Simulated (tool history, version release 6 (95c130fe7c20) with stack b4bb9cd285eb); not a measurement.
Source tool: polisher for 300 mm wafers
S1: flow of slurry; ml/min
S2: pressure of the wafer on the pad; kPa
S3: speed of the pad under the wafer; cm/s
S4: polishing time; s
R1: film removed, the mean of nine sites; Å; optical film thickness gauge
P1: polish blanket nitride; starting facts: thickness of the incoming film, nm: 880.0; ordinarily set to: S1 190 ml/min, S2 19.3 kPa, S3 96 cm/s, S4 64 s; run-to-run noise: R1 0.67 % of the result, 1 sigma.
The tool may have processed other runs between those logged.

run	day	S1	S2	S3	S4	R1
1	0.308	190	19.3	96	64	775.57
2	0.917	115	19.3	96	64	707.7
3	1.342	190	29.6	96	64	1202.7
4	1.804	190	19.3	96	64	786.28
5	2.396	190	19.3	96	64	776.77
6	2.662	190	19.3	96	64	780.61
7	3.138	190	19.3	96	96	1182.6
8	3.496	190	19.3	96	64	790.37
9	4.079	190	19.3	96	64	783.06
10	4.371	190	9	96	64	359.18
11	4.796	190	28.3	132	64	1472.3
12	5.358	190	19.3	96	64	783.23
13	5.742	190	19.3	44	64	423.11
14	6.342	140	19.3	126	64	923.02
15	6.779	190	19.3	96	31	376.94
16	7.196	255	19.3	96	64	813.68
17	7.617	190	19.3	146	64	1091.8
18	7.983	190	19.3	96	64	787.83
19	8.425	190	19.3	96	64	760.99
20	8.725	190	19.3	96	64	759.44
21	9.079	190	19.3	96	64	761.91
22	9.633	190	19.3	96	64	752.97
23	10.142	190	19.3	96	64	743.08
# day 10.3: head pressure recalibrated
24	10.692	190	19.3	96	64	733.29
25	11.071	190	19.3	96	64	738.21
26	11.346	190	19.3	96	64	733.55
27	11.754	190	19.3	96	64	734.76

P1 no longer gives what it gave before; its output has crept away from where it was. The following 2 causes, each at its listed size, fit the log equally well:
A: slurry flow missing at the pad, % = 30.5
B: removal rate lost through wear of the pad, % = 5.85
Creep in the process output first set in at about day 7.983.
All other causes, with the reason each is excluded:
head's pressure below its setpoint, %: its service at day 10.3 followed the start of the drift and did not put the process back to its old value

The list below offers 4 check runs, each averaging the results of 2 wafers, and shows each result as a question mark. For which of them would the listed causes give clearly different results?
check 1	12.162	190	26.9	46	64	?
check 2	12.162	190	19.3	146	64	?
check 3	12.162	230	9.7	96	64	?
check 4	12.162	115	19.3	96	47	?

What each check would give under each cause:
check	result	if A	if B
check 1	R1	568.8	568.81
check 2	R1	1028.8	1028.8
check 3	R1	380.61	376.89
check 4	R1	477.51	494.24
Per check, the gap between the least separated pair of causes, taken in the result that splits them most: check 1 0 %; check 2 0 %; check 3 0.98 %; check 4 3.44 %
Check 4 is the one run that separates the causes; every other check would come out nearly the same whichever cause is at work.

With check 4 done, the readings were: R1 473.78 Å. Identify which of the listed causes applies.

Of the candidate causes, it is A: slurry flow missing at the pad, %.
